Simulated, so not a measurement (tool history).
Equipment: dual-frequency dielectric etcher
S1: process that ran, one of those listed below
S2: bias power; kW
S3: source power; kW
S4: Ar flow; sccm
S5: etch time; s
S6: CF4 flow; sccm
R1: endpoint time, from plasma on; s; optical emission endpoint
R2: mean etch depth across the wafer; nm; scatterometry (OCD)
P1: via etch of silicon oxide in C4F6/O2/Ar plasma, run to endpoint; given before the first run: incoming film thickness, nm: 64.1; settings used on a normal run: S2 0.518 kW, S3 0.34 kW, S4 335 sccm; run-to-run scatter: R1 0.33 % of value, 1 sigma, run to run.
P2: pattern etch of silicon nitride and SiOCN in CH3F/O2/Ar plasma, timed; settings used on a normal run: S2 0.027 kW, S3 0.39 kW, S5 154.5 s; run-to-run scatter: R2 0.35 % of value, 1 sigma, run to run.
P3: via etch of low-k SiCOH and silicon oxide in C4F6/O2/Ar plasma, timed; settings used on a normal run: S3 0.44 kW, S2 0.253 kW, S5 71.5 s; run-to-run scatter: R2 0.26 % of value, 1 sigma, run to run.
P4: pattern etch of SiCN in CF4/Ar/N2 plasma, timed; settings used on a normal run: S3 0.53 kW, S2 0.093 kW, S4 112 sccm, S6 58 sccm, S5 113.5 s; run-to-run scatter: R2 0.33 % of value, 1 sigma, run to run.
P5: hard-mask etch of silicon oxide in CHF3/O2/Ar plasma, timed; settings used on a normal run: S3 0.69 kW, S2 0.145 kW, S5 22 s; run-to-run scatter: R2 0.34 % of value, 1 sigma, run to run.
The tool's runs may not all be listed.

run	hour	S1	S2	S3	S4	S5	S6	R1	R2
1	9.2	P1	0.518	0.34	335			14.718	
2	21	P1	0.339	0.28	335			18.497	
3	28.1	P5	0.145	0.69		22			42.606
4	38.5	P2	0.016	0.39		154.5			18.091
# hour 44.2: source power generator calibrated
5	48.2	P2	0.027	0.31		154.5			21.061
6	59.4	P4	0.093	0.53	112	113.5	58		120.91
7	72.6	P1	0.518	0.34	335			14.672	
8	79.6	P3	0.349	0.44		71.5			254.4
9	90.4	P2	0.027	0.39		85			12.464
10	101.5	P1	0.419	0.45	335			14.422	
11	113.4	P1	0.643	0.34	405			13.926	
12	120.9	P1	0.518	0.43	335			13.529	
13	132.4	P3	0.253	0.33		71.5			204.77
14	142.2	P5	0.145	0.69		16			30.939
15	153.8	P1	0.518	0.34	231			14.177	
16	165.6	P5	0.145	0.92		22			47.794
17	177.3	P4	0.093	0.53	69	113.5	58		129.96
18	188.2	P1	0.335	0.34	335			17.237	
19	200.9	P5	0.177	0.69		22			45.42
20	214.7	P1	0.632	0.34	335			13.688	
21	224.8	P4	0.093	0.53	112	160.5	58		170.48
22	236.9	P1	0.518	0.34	442			15.194	
23	245.7	P2	0.027	0.39		154.5			22.646
24	253.3	P1	0.518	0.34	335			14.746	
# hour 258.8: Ar flow controller replaced
25	261.1	P4	0.093	0.53	112	113.5	76		125.07
26	272.4	P3	0.253	0.44		71.5			228.27
27	282.2	P1	0.518	0.34	335			14.76	
28	296.1	P4	0.093	0.53	112	113.5	58		120.87
29	310	P3	0.253	0.44		43.5			138.87
30	319.7	P1	0.518	0.27	335			16.069	
31	329.7	P4	0.093	0.74	112	113.5	58		162.07
32	336.9	P4	0.13	0.53	112	113.5	58		137.54
33	350.3	P1	0.518	0.34	335			14.871	
34	356.8	P1	0.518	0.34	335			14.61	
35	363.8	P1	0.518	0.34	335			14.657	
36	377	P1	0.518	0.34	335			14.523	
37	390.8	P1	0.518	0.34	335			14.577	
# hour 396.4: wet clean of the chamber
38	397	P1	0.518	0.34	335			14.579	
# hour 402.3: Ar flow controller replaced
39	408.2	P1	0.518	0.34	335			14.539	
40	420.2	P1	0.518	0.34	335			14.599	
41	430.8	P1	0.518	0.34	335			14.435	
42	439.8	P1	0.518	0.34	335			14.495	

P1 has crept away from where it was. The log is fitted equally well by each of these 2 causes, at the sizes shown:
A: bias power that arrives over what is set, % = 4.41
B: source power that arrives over what is set, % = 4.56
The creep began at about hour 350.3.
Why every other cause is out:
chamber walls in a state that raises the etch rate, %: serviced after onset, at hour 396.4, with no recovery of the prior output
Ar flow that arrives under what is set, %: serviced after onset, at hour 402.3, with no recovery of the prior output

The 4 check runs listed below each average the results of 2 wafers, and their outcomes are marked with question marks. Under which run would the listed causes produce clearly different results?
check 1	448.8	P5	0.145	0.69		17			?
check 2	448.8	P3	0.253	0.33		44			?
check 3	448.8	P2	0.017	0.31		154.5			?
check 4	448.8	P4	0.128	0.53	112	113.5	58		?

How each check would come out, cause by cause:
check	result	if A	if B
check 1	R2	33.332	33.451
check 2	R2	127.91	128.18
check 3	R2	17.404	17.355
check 4	R2	139.09	142.09
Per-check spread between the two closest causes, in the result where they differ most: check 1 0.36 %; check 2 0.21 %; check 3 0.29 %; check 4 2.13 %
Only check 4 tells the causes apart: in the others they would give nearly the same result.

With check 4 done, the readings were: R2 142.09 nm. Identify which of the listed causes applies.

It was cause B: source power that arrives over what is set, %.

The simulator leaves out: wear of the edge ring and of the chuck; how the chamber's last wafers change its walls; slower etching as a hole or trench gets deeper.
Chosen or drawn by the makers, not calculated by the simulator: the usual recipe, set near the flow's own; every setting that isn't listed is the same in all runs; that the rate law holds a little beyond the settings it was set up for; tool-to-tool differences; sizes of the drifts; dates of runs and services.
